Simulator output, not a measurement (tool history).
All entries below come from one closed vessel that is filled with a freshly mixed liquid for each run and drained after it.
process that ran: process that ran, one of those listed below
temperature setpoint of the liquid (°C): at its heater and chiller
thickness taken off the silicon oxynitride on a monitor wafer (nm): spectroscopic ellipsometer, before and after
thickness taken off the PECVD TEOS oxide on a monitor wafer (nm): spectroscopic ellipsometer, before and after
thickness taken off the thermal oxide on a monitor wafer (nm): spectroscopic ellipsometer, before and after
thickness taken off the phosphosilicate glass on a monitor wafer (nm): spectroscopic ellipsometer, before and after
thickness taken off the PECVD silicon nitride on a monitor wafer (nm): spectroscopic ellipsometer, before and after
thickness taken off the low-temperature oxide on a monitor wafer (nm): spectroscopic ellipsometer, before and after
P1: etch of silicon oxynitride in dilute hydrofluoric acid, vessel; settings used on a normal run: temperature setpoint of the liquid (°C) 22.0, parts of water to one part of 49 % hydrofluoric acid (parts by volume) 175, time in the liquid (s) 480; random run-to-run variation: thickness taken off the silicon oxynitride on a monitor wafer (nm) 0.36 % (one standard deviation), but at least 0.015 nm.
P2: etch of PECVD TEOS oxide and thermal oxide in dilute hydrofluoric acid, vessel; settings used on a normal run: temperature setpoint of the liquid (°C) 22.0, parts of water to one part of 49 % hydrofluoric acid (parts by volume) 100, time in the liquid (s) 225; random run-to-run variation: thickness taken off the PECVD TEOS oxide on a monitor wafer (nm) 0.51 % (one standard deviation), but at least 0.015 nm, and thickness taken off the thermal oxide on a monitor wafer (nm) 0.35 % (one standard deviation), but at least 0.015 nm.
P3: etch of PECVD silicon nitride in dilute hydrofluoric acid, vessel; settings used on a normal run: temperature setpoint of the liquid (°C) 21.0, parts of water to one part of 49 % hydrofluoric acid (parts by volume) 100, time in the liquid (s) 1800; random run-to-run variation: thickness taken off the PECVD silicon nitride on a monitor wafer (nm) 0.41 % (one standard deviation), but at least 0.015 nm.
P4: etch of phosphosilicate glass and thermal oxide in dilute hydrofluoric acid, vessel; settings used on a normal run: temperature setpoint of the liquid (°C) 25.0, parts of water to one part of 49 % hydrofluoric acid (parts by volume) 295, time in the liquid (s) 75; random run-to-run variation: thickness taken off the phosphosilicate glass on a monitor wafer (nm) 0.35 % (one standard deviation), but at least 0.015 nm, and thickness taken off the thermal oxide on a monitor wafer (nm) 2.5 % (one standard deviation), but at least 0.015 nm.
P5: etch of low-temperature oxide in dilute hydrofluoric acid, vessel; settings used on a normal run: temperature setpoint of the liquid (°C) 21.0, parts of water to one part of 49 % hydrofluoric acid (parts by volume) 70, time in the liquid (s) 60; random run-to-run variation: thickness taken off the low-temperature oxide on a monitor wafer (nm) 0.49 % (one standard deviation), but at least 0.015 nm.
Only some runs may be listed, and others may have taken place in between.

run,hour,process that ran,temperature setpoint of the liquid (°C),parts of water to one part of 49 % hydrofluoric acid (parts by volume),time in the liquid (s),hours since the thermometer was replaced,hours since the hydrofluoric acid flow meter was replaced,thickness taken off the silicon oxynitride on a monitor wafer (nm),thickness taken off the PECVD TEOS oxide on a monitor wafer (nm),thickness taken off the thermal oxide on a monitor wafer (nm),thickness taken off the phosphosilicate glass on a monitor wafer (nm),thickness taken off the PECVD silicon nitride on a monitor wafer (nm),thickness taken off the low-temperature oxide on a monitor wafer (nm)
1,7.3,P1,22.0,175,480,1866.9,1102.4,5.71170,,,,,
2,16.3,P1,22.0,175,480,1875.9,1111.4,5.73130,,,,,
3,23.9,P1,17.0,175,480,1883.5,1119.0,4.54050,,,,,
4,33.7,P2,22.0,100,225,1893.3,1128.8,,23.220,9.92250,,,
5,42.3,P1,30.0,310,480,1901.9,1137.4,4.11560,,,,,
6,49.3,P4,25.0,295,125,1908.9,1144.4,,,1.58800,40.070,,
7,60.0,P2,22.0,100,225,1919.6,1155.1,,23.217,9.95200,,,
8,71.8,P3,28.0,100,1800,1931.4,1166.9,,,,,89.258,
9,84.2,P1,22.0,175,480,1943.8,1179.3,5.71940,,,,,
10,90.5,P3,21.0,30,1800,1950.1,1185.6,,,,,182.370,
11,99.8,P2,22.0,100,420,1959.4,1194.9,,43.523,18.65300,,,
12,107.7,P1,22.0,305,480,1967.3,1202.8,3.03140,,,,,
13,116.3,P3,21.0,100,1800,1975.9,1211.4,,,,,56.616,
14,127.7,P5,17.0,70,60,1987.3,1222.8,,,,,,16.525
15,136.3,P4,25.0,45,75,1995.9,1231.4,,,8.34460,209.260,,
16,146.6,P4,17.0,295,75,2006.2,1241.7,,,0.75648,17.833,,
17,152.3,P5,21.0,70,95,2011.9,1247.4,,,,,,31.135
18,160.2,P1,22.0,45,480,2019.8,1255.3,24.65000,,,,,
19,171.8,P2,22.0,45,225,2031.4,1266.9,,55.294,23.54400,,,
20,183.0,P1,22.0,175,480,2042.6,1278.1,5.71000,,,,,
21,191.8,P1,22.0,175,480,2051.4,1286.9,5.74800,,,,,
22,203.5,P1,17.0,175,50,2063.1,1298.6,0.48425,,,,,
23,214.1,P1,28.5,175,480,2073.7,1309.2,7.68750,,,,,
24,220.3,P3,21.0,100,2965,2079.9,1315.4,,,,,92.599,
25,232.3,P1,22.0,175,730,2091.9,1327.4,8.70120,,,,,

Run 26 is up next; what results do you expect?
26,238.3,P1,22.0,175,155,2097.9,1333.4,?,,,,,

thickness taken off the silicon oxynitride on a monitor wafer (nm): 1.85300

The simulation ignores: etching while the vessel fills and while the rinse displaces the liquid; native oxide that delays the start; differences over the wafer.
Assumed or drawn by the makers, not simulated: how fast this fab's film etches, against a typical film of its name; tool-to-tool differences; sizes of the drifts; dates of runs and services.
